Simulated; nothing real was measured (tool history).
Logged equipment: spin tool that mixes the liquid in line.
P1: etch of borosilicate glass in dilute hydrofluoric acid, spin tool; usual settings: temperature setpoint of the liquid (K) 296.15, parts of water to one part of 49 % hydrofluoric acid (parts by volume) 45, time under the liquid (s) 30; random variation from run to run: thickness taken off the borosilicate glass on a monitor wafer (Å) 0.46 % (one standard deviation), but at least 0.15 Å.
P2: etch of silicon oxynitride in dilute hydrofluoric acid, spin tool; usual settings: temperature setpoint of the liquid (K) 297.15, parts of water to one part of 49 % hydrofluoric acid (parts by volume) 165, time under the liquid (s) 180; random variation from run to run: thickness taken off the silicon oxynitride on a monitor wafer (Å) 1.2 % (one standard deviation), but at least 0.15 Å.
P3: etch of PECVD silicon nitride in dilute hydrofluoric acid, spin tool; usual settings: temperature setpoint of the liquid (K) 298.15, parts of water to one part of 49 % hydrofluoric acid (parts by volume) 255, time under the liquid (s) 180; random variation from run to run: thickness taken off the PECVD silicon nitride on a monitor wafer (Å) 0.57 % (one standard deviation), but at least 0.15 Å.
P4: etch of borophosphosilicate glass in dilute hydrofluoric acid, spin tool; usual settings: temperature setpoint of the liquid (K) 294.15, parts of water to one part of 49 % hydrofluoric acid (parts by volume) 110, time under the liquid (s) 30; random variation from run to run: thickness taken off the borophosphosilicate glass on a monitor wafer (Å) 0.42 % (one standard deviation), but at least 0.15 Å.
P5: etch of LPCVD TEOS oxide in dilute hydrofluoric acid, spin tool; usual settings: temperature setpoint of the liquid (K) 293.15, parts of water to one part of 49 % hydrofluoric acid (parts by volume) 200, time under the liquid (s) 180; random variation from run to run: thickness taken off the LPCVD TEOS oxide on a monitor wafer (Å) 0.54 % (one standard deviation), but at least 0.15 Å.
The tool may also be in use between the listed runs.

run,hour,process that ran,temperature setpoint of the liquid (K),parts of water to one part of 49 % hydrofluoric acid (parts by volume),time under the liquid (s),hours since the thermometer was replaced,hours since the hydrofluoric acid flow meter was replaced,thickness taken off the borosilicate glass on a monitor wafer (Å),thickness taken off the silicon oxynitride on a monitor wafer (Å),thickness taken off the LPCVD TEOS oxide on a monitor wafer (Å),thickness taken off the PECVD silicon nitride on a monitor wafer (Å),thickness taken off the borophosphosilicate glass on a monitor wafer (Å)
1,5.8,P1,296.15,45,30,1422,319.6,403.62,,,,
2,14,P2,297.15,165,180,1430.2,327.8,,19.823,,,
3,22.7,P1,296.15,45,30,1438.9,336.5,405.43,,,,
4,27.1,P5,293.15,200,180,1443.3,340.9,,,196.35,,
5,34.3,P3,298.15,255,180,1450.5,348.1,,,,42.826,
6,43.4,P5,293.15,55,180,1459.6,357.2,,,838.19,,
7,52.4,P1,290.65,45,30,1468.6,366.2,320.54,,,,
8,59.1,P2,297.15,165,15,1475.3,372.9,,1.608,,,
9,67.3,P1,301.65,45,60,1483.5,381.1,1009.7,,,,
10,74.1,P2,297.15,165,180,1490.3,387.9,,20.165,,,
11,83.1,P1,296.15,20,30,1499.3,396.9,939.81,,,,
12,91.4,P1,296.15,45,55,1507.6,405.2,742.99,,,,
13,98,P4,294.15,110,30,1514.2,411.8,,,,,96.003
14,105.6,P4,294.15,110,15,1521.8,419.4,,,,,47.77
15,110.3,P1,296.15,45,30,1526.5,424.1,402.07,,,,
16,119.1,P1,296.15,45,15,1535.3,432.9,202.16,,,,
17,125.7,P5,293.15,200,180,1541.9,439.5,,,193.89,,
18,133.3,P3,303.15,255,180,1549.5,447.1,,,,57.484,
19,139.6,P5,293.15,200,360,1555.8,453.4,,,393.21,,
20,143.9,P4,300.15,110,30,1560.1,457.7,,,,,121.62
21,150.2,P1,296.15,70,30,1566.4,464,252.33,,,,
22,155.3,P1,296.15,45,30,1571.5,469.1,405.59,,,,
23,163.3,P4,294.15,25,30,1579.5,477.1,,,,,469.54
24,171.8,P2,297.15,40,180,1588,485.6,,92.547,,,
25,180.7,P5,290.15,200,180,1596.9,494.5,,,172.93,,
26,189.9,P1,299.65,45,30,1606.1,503.7,465.59,,,,
27,196.9,P2,290.65,165,180,1613.1,510.7,,14.981,,,
28,204.1,P1,296.15,45,30,1620.3,517.9,405.28,,,,
29,208.2,P1,296.15,45,30,1624.4,522,401.66,,,,
30,213.8,P1,303.15,45,15,1630,527.6,268.92,,,,
31,218.8,P1,296.15,45,30,1635,532.6,405.51,,,,
32,226.7,P3,298.15,255,340,1642.9,540.5,,,,80.235,
33,234.7,P1,304.15,45,45,1650.9,548.5,844.93,,,,
34,240.1,P3,298.15,50,180,1656.3,553.9,,,,214.88,
35,244.8,P1,296.15,45,30,1661,558.6,405.54,,,,
36,251.9,P1,296.15,45,30,1668.1,565.7,424.88,,,,
37,259.9,P1,296.15,45,30,1676.1,573.7,427.28,,,,
38,268.1,P1,296.15,45,30,1684.3,581.9,438.2,,,,
39,272.7,P1,296.15,45,30,1688.9,586.5,437.28,,,,
40,279.2,P1,296.15,45,30,1695.4,593,443.21,,,,
41,285.9,P1,296.15,45,30,1702.1,599.7,440.67,,,,

What P1 gives has crept away from where it was. These 2 causes fit the log equally well, each at the size given:
A: hydrofluoric acid flow above the setpoint (%) = 8.24
B: liquid hotter than its thermometer reads (K) = 2.03
The process output started creeping at around hour 244.8.

Listed below are the offered check runs, one wafer per run, with question marks in place of results. For which of them would the causes give clearly different outcomes?
check 1,292.6,P5,293.15,70,180,,,,,?,,
check 2,292.6,P4,294.15,25,30,,,,,,,?
check 3,292.6,P3,298.15,60,180,,,,,,?,
check 4,292.6,P2,297.15,70,35,,,,?,,,

What every check run would give for each of its results, assuming each possible cause in turn:
check,result,if A,if B
check 1,thickness taken off the LPCVD TEOS oxide on a monitor wafer (Å),700.34,699.55
check 2,thickness taken off the borophosphosilicate glass on a monitor wafer (Å),508.31,510.94
check 3,thickness taken off the PECVD silicon nitride on a monitor wafer (Å),194.13,205.37
check 4,thickness taken off the silicon oxynitride on a monitor wafer (Å),10.812,10.956
Gap, in per cent, between the two causes that each check separates least, read from the result that separates them most: check 1 0.11 %; check 2 0.52 %; check 3 5.63 %; check 4 1.32 %
Only in check 3 would the causes give clearly different results; in the remaining checks their results would be nearly the same.

Check 3 was then run and gave: thickness taken off the PECVD silicon nitride on a monitor wafer (Å) 204.41. Which cause is it?

B is the cause: liquid hotter than its thermometer reads (K).
